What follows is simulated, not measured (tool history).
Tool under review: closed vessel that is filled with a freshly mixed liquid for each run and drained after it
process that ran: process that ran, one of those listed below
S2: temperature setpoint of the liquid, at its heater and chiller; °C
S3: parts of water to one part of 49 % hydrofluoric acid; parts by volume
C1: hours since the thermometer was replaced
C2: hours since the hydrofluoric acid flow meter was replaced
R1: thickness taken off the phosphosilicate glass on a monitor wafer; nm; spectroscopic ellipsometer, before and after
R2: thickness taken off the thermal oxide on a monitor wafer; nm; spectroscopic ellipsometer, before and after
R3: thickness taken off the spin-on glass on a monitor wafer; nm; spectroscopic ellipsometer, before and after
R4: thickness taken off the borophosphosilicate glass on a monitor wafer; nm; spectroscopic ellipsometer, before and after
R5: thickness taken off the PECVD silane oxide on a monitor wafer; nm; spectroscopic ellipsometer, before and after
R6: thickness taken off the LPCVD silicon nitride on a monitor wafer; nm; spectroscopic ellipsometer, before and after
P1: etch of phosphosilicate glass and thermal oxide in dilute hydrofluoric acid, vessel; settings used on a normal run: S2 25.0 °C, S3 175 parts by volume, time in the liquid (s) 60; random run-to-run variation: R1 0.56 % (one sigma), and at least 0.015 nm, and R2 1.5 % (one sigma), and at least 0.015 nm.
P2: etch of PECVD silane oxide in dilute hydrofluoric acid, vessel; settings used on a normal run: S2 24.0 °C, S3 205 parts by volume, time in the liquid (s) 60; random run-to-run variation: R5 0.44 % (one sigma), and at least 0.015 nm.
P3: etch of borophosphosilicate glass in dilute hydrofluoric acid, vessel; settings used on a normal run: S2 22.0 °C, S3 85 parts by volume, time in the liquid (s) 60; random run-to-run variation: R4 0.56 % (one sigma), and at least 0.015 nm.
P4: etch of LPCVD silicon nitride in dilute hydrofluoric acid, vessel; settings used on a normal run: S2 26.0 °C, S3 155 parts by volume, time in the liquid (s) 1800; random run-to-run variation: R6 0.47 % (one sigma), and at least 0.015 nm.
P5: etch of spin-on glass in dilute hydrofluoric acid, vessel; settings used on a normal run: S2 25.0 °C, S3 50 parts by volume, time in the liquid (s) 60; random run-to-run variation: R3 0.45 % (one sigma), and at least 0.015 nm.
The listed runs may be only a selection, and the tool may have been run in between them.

Run 1, hour 4.4: process that ran P1, S2 25.0 °C, S3 175 parts by volume, time in the liquid (s) 60; C1 686.6; C2 264.8. Result: R1 32.327 nm, R2 1.5282 nm.
Run 2, hour 8.0: process that ran P5, S2 25.0 °C, S3 50 parts by volume, time in the liquid (s) 60; C1 690.2; C2 268.4. Result: R3 47.158 nm.
Run 3, hour 12.3: process that ran P3, S2 27.0 °C, S3 85 parts by volume, time in the liquid (s) 60; C1 694.5; C2 272.7. Result: R4 35.997 nm.
Run 4, hour 15.6: process that ran P2, S2 24.0 °C, S3 205 parts by volume, time in the liquid (s) 90; C1 697.8; C2 276.0. Result: R5 11.3860 nm.
Run 5, hour 20.2: process that ran P1, S2 25.0 °C, S3 175 parts by volume, time in the liquid (s) 60; C1 702.4; C2 280.6. Result: R1 32.582 nm, R2 1.4977 nm.
Run 6, hour 24.9: process that ran P4, S2 26.0 °C, S3 155 parts by volume, time in the liquid (s) 3420; C1 707.1; C2 285.3. Result: R6 12.2100 nm.
Run 7, hour 29.7: process that ran P3, S2 22.0 °C, S3 120 parts by volume, time in the liquid (s) 60; C1 711.9; C2 290.1. Result: R4 20.193 nm.
Run 8, hour 32.0: process that ran P4, S2 20.0 °C, S3 155 parts by volume, time in the liquid (s) 1800; C1 714.2; C2 292.4. Result: R6 4.3697 nm.
Run 9, hour 34.6: process that ran P2, S2 24.0 °C, S3 205 parts by volume, time in the liquid (s) 60; C1 716.8; C2 295.0. Result: R5 7.5366 nm.
Run 10, hour 38.0: process that ran P4, S2 26.0 °C, S3 235 parts by volume, time in the liquid (s) 1800; C1 720.2; C2 298.4. Result: R6 4.2926 nm.
Run 11, hour 42.3: process that ran P5, S2 25.0 °C, S3 50 parts by volume, time in the liquid (s) 60; C1 724.5; C2 302.7. Result: R3 47.490 nm.
Run 12, hour 44.9: process that ran P1, S2 25.0 °C, S3 260 parts by volume, time in the liquid (s) 60; C1 727.1; C2 305.3. Result: R1 19.835 nm, R2 0.9522 nm.
Run 13, hour 47.6: process that ran P1, S2 25.0 °C, S3 175 parts by volume, time in the liquid (s) 60; C1 729.8; C2 308.0. Result: R1 32.517 nm, R2 1.4308 nm.
Run 14, hour 51.1: process that ran P1, S2 32.5 °C, S3 175 parts by volume, time in the liquid (s) 60; C1 733.3; C2 311.5. Result: R1 42.151 nm, R2 1.9504 nm.
Run 15, hour 53.4: process that ran P1, S2 25.0 °C, S3 85 parts by volume, time in the liquid (s) 60; C1 735.6; C2 313.8. Result: R1 74.761 nm, R2 3.4502 nm.
Run 16, hour 56.1: process that ran P3, S2 22.0 °C, S3 85 parts by volume, time in the liquid (s) 60; C1 738.3; C2 316.5. Result: R4 29.410 nm.
Run 17, hour 60.6: process that ran P1, S2 17.0 °C, S3 175 parts by volume, time in the liquid (s) 60; C1 742.8; C2 321.0. Result: R1 23.860 nm, R2 1.1046 nm.
Run 18, hour 65.1: process that ran P1, S2 25.0 °C, S3 115 parts by volume, time in the liquid (s) 40; C1 747.3; C2 325.5. Result: R1 35.377 nm, R2 1.6396 nm.
Run 19, hour 69.5: process that ran P2, S2 24.0 °C, S3 85 parts by volume, time in the liquid (s) 60; C1 751.7; C2 329.9. Result: R5 20.7160 nm.
Run 20, hour 71.7: process that ran P2, S2 28.0 °C, S3 205 parts by volume, time in the liquid (s) 60; C1 753.9; C2 332.1. Result: R5 8.7624 nm.
Run 21, hour 74.1: process that ran P3, S2 22.0 °C, S3 85 parts by volume, time in the liquid (s) 60; C1 756.3; C2 334.5. Result: R4 29.425 nm.
Run 22, hour 78.4: process that ran P1, S2 25.0 °C, S3 175 parts by volume, time in the liquid (s) 115; C1 760.6; C2 338.8. Result: R1 62.206 nm, R2 2.8153 nm.

Run 23 is up next; what results do you expect?
Run 23, hour 80.7: process that ran P4, S2 26.0 °C, S3 155 parts by volume, time in the liquid (s) 1800; C1 762.9; C2 341.1. Result: R6 ?.

{"run 23": {"R6": 6.4575}}
